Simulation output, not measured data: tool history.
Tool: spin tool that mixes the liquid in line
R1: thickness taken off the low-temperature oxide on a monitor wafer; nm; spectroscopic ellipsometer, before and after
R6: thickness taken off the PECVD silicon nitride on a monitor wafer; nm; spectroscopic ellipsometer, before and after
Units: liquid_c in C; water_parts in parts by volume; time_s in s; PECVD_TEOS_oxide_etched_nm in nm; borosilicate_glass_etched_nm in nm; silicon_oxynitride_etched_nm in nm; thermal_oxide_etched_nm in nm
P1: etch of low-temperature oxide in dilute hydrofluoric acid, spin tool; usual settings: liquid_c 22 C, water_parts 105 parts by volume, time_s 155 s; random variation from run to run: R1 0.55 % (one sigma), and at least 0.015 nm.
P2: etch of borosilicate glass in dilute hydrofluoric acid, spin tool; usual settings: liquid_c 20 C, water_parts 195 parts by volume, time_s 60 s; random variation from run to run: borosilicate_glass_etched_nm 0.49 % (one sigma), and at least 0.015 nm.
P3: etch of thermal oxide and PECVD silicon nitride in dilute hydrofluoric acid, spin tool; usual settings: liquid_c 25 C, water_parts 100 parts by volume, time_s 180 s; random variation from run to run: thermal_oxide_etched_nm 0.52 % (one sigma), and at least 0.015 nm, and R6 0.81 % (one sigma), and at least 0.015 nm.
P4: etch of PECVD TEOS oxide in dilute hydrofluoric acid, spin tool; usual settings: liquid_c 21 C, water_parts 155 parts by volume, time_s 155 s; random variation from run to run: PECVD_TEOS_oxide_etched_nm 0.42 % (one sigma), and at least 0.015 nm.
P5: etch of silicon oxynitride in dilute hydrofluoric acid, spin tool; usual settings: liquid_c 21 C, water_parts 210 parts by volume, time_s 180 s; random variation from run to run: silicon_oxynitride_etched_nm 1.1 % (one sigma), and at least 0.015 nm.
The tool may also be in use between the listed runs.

{"run": 1, "hour": 7.1, "process": "P1", "liquid_c": 22, "water_parts": 105, "time_s": 155, "R1": 22.826}
{"run": 2, "hour": 18.0, "process": "P1", "liquid_c": 22, "water_parts": 105, "time_s": 255, "R1": 37.69}
{"run": 3, "hour": 24.7, "process": "P4", "liquid_c": 17, "water_parts": 155, "time_s": 155, "PECVD_TEOS_oxide_etched_nm": 12.448}
{"run": 4, "hour": 31.6, "process": "P4", "liquid_c": 21, "water_parts": 155, "time_s": 230, "PECVD_TEOS_oxide_etched_nm": 21.601}
{"run": 5, "hour": 38.5, "process": "P2", "liquid_c": 17, "water_parts": 195, "time_s": 60, "borosilicate_glass_etched_nm": 6.1646}
{"run": 6, "hour": 46.5, "process": "P2", "liquid_c": 20, "water_parts": 195, "time_s": 60, "borosilicate_glass_etched_nm": 7.0163}
{"run": 7, "hour": 53.5, "process": "P5", "liquid_c": 21, "water_parts": 210, "time_s": 180, "silicon_oxynitride_etched_nm": 1.9829}
{"run": 8, "hour": 66.5, "process": "P2", "liquid_c": 20, "water_parts": 320, "time_s": 60, "borosilicate_glass_etched_nm": 3.7845}
{"run": 9, "hour": 74.1, "process": "P1", "liquid_c": 18, "water_parts": 35, "time_s": 155, "R1": 62.616}
{"run": 10, "hour": 81.1, "process": "P4", "liquid_c": 21, "water_parts": 155, "time_s": 155, "PECVD_TEOS_oxide_etched_nm": 14.543}
{"run": 11, "hour": 92.2, "process": "P1", "liquid_c": 17, "water_parts": 55, "time_s": 155, "R1": 37.162}
{"run": 12, "hour": 101.4, "process": "P5", "liquid_c": 21, "water_parts": 55, "time_s": 180, "silicon_oxynitride_etched_nm": 8.4118}
{"run": 13, "hour": 108.2, "process": "P5", "liquid_c": 21, "water_parts": 210, "time_s": 180, "silicon_oxynitride_etched_nm": 1.9654}
{"run": 14, "hour": 120.6, "process": "P3", "liquid_c": 25, "water_parts": 100, "time_s": 180, "thermal_oxide_etched_nm": 9.1092, "R6": 3.356}
{"run": 15, "hour": 129.5, "process": "P1", "liquid_c": 22, "water_parts": 105, "time_s": 155, "R1": 22.806}
{"run": 16, "hour": 142.5, "process": "P1", "liquid_c": 22, "water_parts": 105, "time_s": 15, "R1": 2.1987}
{"run": 17, "hour": 155.5, "process": "P5", "liquid_c": 17, "water_parts": 210, "time_s": 180, "silicon_oxynitride_etched_nm": 1.6053}
{"run": 18, "hour": 164.3, "process": "P1", "liquid_c": 22, "water_parts": 105, "time_s": 155, "R1": 22.63}
{"run": 19, "hour": 176.8, "process": "P1", "liquid_c": 17.5, "water_parts": 105, "time_s": 155, "R1": 18.889}
{"run": 20, "hour": 183.4, "process": "P1", "liquid_c": 28, "water_parts": 105, "time_s": 155, "R1": 28.766}
{"run": 21, "hour": 196.2, "process": "P1", "liquid_c": 22, "water_parts": 105, "time_s": 155, "R1": 22.898}
{"run": 22, "hour": 207.4, "process": "P4", "liquid_c": 21, "water_parts": 25, "time_s": 155, "PECVD_TEOS_oxide_etched_nm": 105.19}
{"run": 23, "hour": 213.7, "process": "P4", "liquid_c": 21, "water_parts": 155, "time_s": 155, "PECVD_TEOS_oxide_etched_nm": 14.513}
{"run": 24, "hour": 220.9, "process": "P1", "liquid_c": 22, "water_parts": 105, "time_s": 155, "R1": 22.745}
{"run": 25, "hour": 229.8, "process": "P1", "liquid_c": 22, "water_parts": 105, "time_s": 155, "R1": 23.052}
{"run": 26, "hour": 237.2, "process": "P2", "liquid_c": 20, "water_parts": 195, "time_s": 60, "borosilicate_glass_etched_nm": 6.9104}
{"run": 27, "hour": 244.6, "process": "P2", "liquid_c": 20, "water_parts": 195, "time_s": 30, "borosilicate_glass_etched_nm": 3.4843}
{"run": 28, "hour": 253.9, "process": "P5", "liquid_c": 21, "water_parts": 210, "time_s": 320, "silicon_oxynitride_etched_nm": 3.5343}
{"run": 29, "hour": 262.6, "process": "P1", "liquid_c": 22, "water_parts": 180, "time_s": 155, "R1": 12.238}
{"run": 30, "hour": 274.7, "process": "P3", "liquid_c": 25, "water_parts": 55, "time_s": 180, "thermal_oxide_etched_nm": 17.523, "R6": 6.1063}
{"run": 31, "hour": 287.0, "process": "P3", "liquid_c": 25, "water_parts": 100, "time_s": 40, "thermal_oxide_etched_nm": 2.0373, "R6": 0.74742}
{"run": 32, "hour": 296.4, "process": "P1", "liquid_c": 22, "water_parts": 150, "time_s": 35, "R1": 3.4531}
{"run": 33, "hour": 309.7, "process": "P3", "liquid_c": 33, "water_parts": 100, "time_s": 180, "thermal_oxide_etched_nm": 12.243, "R6": 5.5288}
{"run": 34, "hour": 321.3, "process": "P1", "liquid_c": 22, "water_parts": 65, "time_s": 155, "R1": 38.481}
{"run": 35, "hour": 328.2, "process": "P1", "liquid_c": 22, "water_parts": 105, "time_s": 155, "R1": 22.93}
{"run": 36, "hour": 340.0, "process": "P1", "liquid_c": 22, "water_parts": 105, "time_s": 155, "R1": 23.585}
{"run": 37, "hour": 347.3, "process": "P1", "liquid_c": 22, "water_parts": 105, "time_s": 155, "R1": 23.813}
{"run": 38, "hour": 353.4, "process": "P1", "liquid_c": 22, "water_parts": 105, "time_s": 155, "R1": 23.942}
{"run": 39, "hour": 361.4, "process": "P1", "liquid_c": 22, "water_parts": 105, "time_s": 155, "R1": 24.111}
{"run": 40, "hour": 370.8, "process": "P1", "liquid_c": 22, "water_parts": 105, "time_s": 155, "R1": 24.393}
{"run": 41, "hour": 379.8, "process": "P1", "liquid_c": 22, "water_parts": 105, "time_s": 155, "R1": 24.146}
{"run": 42, "hour": 390.8, "process": "P1", "liquid_c": 22, "water_parts": 105, "time_s": 155, "R1": 24.179}
{"run": 43, "hour": 398.9, "process": "P1", "liquid_c": 22, "water_parts": 105, "time_s": 155, "R1": 24.357}
{"run": 44, "hour": 406.5, "process": "P1", "liquid_c": 22, "water_parts": 105, "time_s": 155, "R1": 24.499}
{"run": 45, "hour": 418.0, "process": "P1", "liquid_c": 22, "water_parts": 105, "time_s": 155, "R1": 24.427}

What P1 gives has crept away from where it was. These 2 causes fit the log equally well, each at the size given:
A: liquid hotter than its thermometer reads (K) = 1.72
B: hydrofluoric acid flow above the setpoint (%) = 6.29
The creep began at about hour 328.2.

4 check runs are offered, each on 2 wafers whose results are averaged, their results left as question marks. Which one tells the causes apart?
{"run": "check 1", "hour": 429.5, "process": "P5", "liquid_c": 21, "water_parts": 210, "time_s": 180, "silicon_oxynitride_etched_nm": "?"}
{"run": "check 2", "hour": 429.5, "process": "P2", "liquid_c": 20, "water_parts": 195, "time_s": 60, "borosilicate_glass_etched_nm": "?"}
{"run": "check 3", "hour": 429.5, "process": "P3", "liquid_c": 25, "water_parts": 100, "time_s": 180, "thermal_oxide_etched_nm": "?", "R6": "?"}
{"run": "check 4", "hour": 429.5, "process": "P4", "liquid_c": 21, "water_parts": 155, "time_s": 155, "PECVD_TEOS_oxide_etched_nm": "?"}

What each check would give under each cause:
check=check_1 result=silicon_oxynitride_etched_nm if_A=2.1389 if_B=2.1206
check=check_2 result=borosilicate_glass_etched_nm if_A=7.4603 if_B=7.5086
check=check_3 result=thermal_oxide_etched_nm if_A=9.7106 if_B=9.7252
check=check_3 result=R6 if_A=3.7645 if_B=3.5765
check=check_4 result=PECVD_TEOS_oxide_etched_nm if_A=15.568 if_B=15.627
How far apart the two closest causes lie, in the result that separates them most: check 1 0.86 %; check 2 0.65 %; check 3 5.12 %; check 4 0.38 %
Check 3 tells the causes apart: in the others they would give nearly the same result.

Then check 3 was run and gave: thermal_oxide_etched_nm 9.7162 nm; R6 3.7853 nm. Which cause is it?

It is A: liquid hotter than its thermometer reads (K).

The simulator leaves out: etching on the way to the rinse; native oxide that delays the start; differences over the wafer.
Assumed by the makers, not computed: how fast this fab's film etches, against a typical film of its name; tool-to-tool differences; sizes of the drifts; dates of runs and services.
